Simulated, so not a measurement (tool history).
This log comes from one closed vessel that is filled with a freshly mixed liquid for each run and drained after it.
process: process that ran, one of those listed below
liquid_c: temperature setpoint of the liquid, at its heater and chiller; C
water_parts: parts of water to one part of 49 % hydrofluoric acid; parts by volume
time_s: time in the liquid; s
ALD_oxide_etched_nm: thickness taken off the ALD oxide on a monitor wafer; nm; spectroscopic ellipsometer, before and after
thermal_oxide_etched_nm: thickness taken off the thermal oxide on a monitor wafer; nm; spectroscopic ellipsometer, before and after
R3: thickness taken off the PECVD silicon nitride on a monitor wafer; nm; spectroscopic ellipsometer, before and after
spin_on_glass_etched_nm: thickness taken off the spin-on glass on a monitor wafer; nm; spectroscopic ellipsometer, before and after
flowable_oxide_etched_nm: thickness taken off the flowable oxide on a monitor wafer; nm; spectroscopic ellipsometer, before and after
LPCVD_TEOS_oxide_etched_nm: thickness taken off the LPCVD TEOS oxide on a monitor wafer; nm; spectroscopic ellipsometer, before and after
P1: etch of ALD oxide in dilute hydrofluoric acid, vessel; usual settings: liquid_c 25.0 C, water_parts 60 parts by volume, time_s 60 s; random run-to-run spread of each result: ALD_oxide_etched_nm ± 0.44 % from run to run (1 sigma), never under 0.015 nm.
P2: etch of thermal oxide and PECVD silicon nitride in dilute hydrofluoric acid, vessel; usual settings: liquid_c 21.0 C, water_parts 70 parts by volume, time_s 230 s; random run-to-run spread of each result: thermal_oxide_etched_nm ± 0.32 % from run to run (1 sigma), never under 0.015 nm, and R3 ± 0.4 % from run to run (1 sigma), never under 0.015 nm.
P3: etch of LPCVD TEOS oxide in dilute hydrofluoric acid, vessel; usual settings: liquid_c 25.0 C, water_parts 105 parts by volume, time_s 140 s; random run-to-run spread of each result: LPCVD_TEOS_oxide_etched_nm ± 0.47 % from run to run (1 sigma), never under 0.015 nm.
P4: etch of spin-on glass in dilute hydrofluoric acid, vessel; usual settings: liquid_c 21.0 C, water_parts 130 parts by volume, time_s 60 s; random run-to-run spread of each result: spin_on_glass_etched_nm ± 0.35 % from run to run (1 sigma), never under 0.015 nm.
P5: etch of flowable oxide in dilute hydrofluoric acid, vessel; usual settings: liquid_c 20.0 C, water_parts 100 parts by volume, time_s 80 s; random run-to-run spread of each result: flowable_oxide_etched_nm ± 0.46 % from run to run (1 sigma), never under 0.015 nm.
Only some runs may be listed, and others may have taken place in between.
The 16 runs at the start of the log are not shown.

run 17 hour=177.2 | process=P4 liquid_c=21.0 water_parts=130 time_s=60 | spin_on_glass_etched_nm=13.169
run 18 hour=189.4 | process=P2 liquid_c=21.0 water_parts=70 time_s=30 | thermal_oxide_etched_nm=1.7219 R3=1.1464
run 19 hour=196.9 | process=P1 liquid_c=18.5 water_parts=20 time_s=60 | ALD_oxide_etched_nm=51.660
run 20 hour=207.8 | process=P4 liquid_c=21.0 water_parts=130 time_s=90 | spin_on_glass_etched_nm=19.700
run 21 hour=220.1 | process=P1 liquid_c=25.0 water_parts=95 time_s=60 | ALD_oxide_etched_nm=13.035
run 22 hour=233.1 | process=P1 liquid_c=30.0 water_parts=60 time_s=30 | ALD_oxide_etched_nm=13.109
run 23 hour=247.0 | process=P2 liquid_c=21.0 water_parts=70 time_s=230 | thermal_oxide_etched_nm=13.2980 R3=8.8361
run 24 hour=257.8 | process=P3 liquid_c=25.0 water_parts=105 time_s=140 | LPCVD_TEOS_oxide_etched_nm=46.145
run 25 hour=268.7 | process=P3 liquid_c=25.0 water_parts=105 time_s=140 | LPCVD_TEOS_oxide_etched_nm=46.294
run 26 hour=282.5 | process=P3 liquid_c=25.0 water_parts=185 time_s=140 | LPCVD_TEOS_oxide_etched_nm=23.824
run 27 hour=292.0 | process=P1 liquid_c=25.0 water_parts=20 time_s=60 | ALD_oxide_etched_nm=68.188
run 28 hour=304.7 | process=P2 liquid_c=17.0 water_parts=70 time_s=230 | thermal_oxide_etched_nm=11.1740 R3=6.7123
run 29 hour=316.9 | process=P5 liquid_c=20.0 water_parts=55 time_s=80 | flowable_oxide_etched_nm=56.125
run 30 hour=329.6 | process=P1 liquid_c=25.0 water_parts=60 time_s=30 | ALD_oxide_etched_nm=10.805

Run 31, settings as shown, results not yet in. Your forecast:
run 31 hour=339.4 | process=P5 liquid_c=26.5 water_parts=100 time_s=80 | flowable_oxide_etched_nm=?

{"run 31": {"flowable_oxide_etched_nm": 37.851}}
